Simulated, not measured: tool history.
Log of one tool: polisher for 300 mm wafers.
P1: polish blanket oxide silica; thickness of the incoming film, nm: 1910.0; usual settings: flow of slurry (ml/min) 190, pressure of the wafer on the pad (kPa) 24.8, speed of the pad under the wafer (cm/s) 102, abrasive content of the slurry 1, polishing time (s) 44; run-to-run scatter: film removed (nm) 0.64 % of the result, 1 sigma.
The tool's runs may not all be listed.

run,hour,flow of slurry (ml/min),pressure of the wafer on the pad (kPa),speed of the pad under the wafer (cm/s),abrasive content of the slurry,polishing time (s),wafers polished on this pad,hours since the slurry nozzle was cleaned,hours since the head pressure was calibrated,hours since the slurry blender was calibrated,hours since the conditioning disc was replaced,film removed (nm)
1,5,190,24.8,102,1,44,702,234.2,625.4,139.2,116.7,132.25
2,10.4,190,24.8,102,1.25,44,751,239.6,630.8,144.6,122.1,143.89
3,17.5,190,24.8,102,1,29,815,246.7,637.9,151.7,129.2,87.084
4,26.7,190,24.8,102,1,44,899,255.9,647.1,160.9,138.4,132.89
5,35.4,115,24.8,102,1,44,977,264.6,655.8,169.6,147.1,121.43
6,46.4,190,24.8,64,1,44,1077,275.6,666.8,180.6,158.1,91.828
7,51.5,190,39.3,102,1,44,1123,280.7,671.9,185.7,163.2,209.43
8,59.1,190,24.8,102,1,68,1192,288.3,679.5,193.3,170.8,202.8
9,64.1,190,14.5,102,1,61,1237,293.3,684.5,198.3,175.8,105.59
10,70.4,190,24.8,102,1,44,1294,299.6,690.8,204.6,182.1,132.68
11,76.7,190,24.8,102,1,44,1351,305.9,697.1,210.9,188.4,131.44
12,85.2,190,24.8,102,0.65,44,1428,314.4,705.6,219.4,196.9,106.33
13,90.6,190,24.8,158,1,44,1477,319.8,711,224.8,202.3,186.52
14,95.4,190,24.8,102,1,44,1520,324.6,715.8,229.6,207.1,132.77
15,106.3,190,11.7,102,1,44,1619,335.5,726.7,240.5,218,62.159
16,111.3,245,24.8,102,1,44,1664,340.5,731.7,245.5,223,136.28
17,120,190,24.8,102,1,44,1743,349.2,740.4,254.2,231.7,132.59

The next listed run, before its measurement:
18,126.1,190,33.8,102,1,22,1798,355.3,746.5,260.3,237.8,?

film removed (nm): 89.532
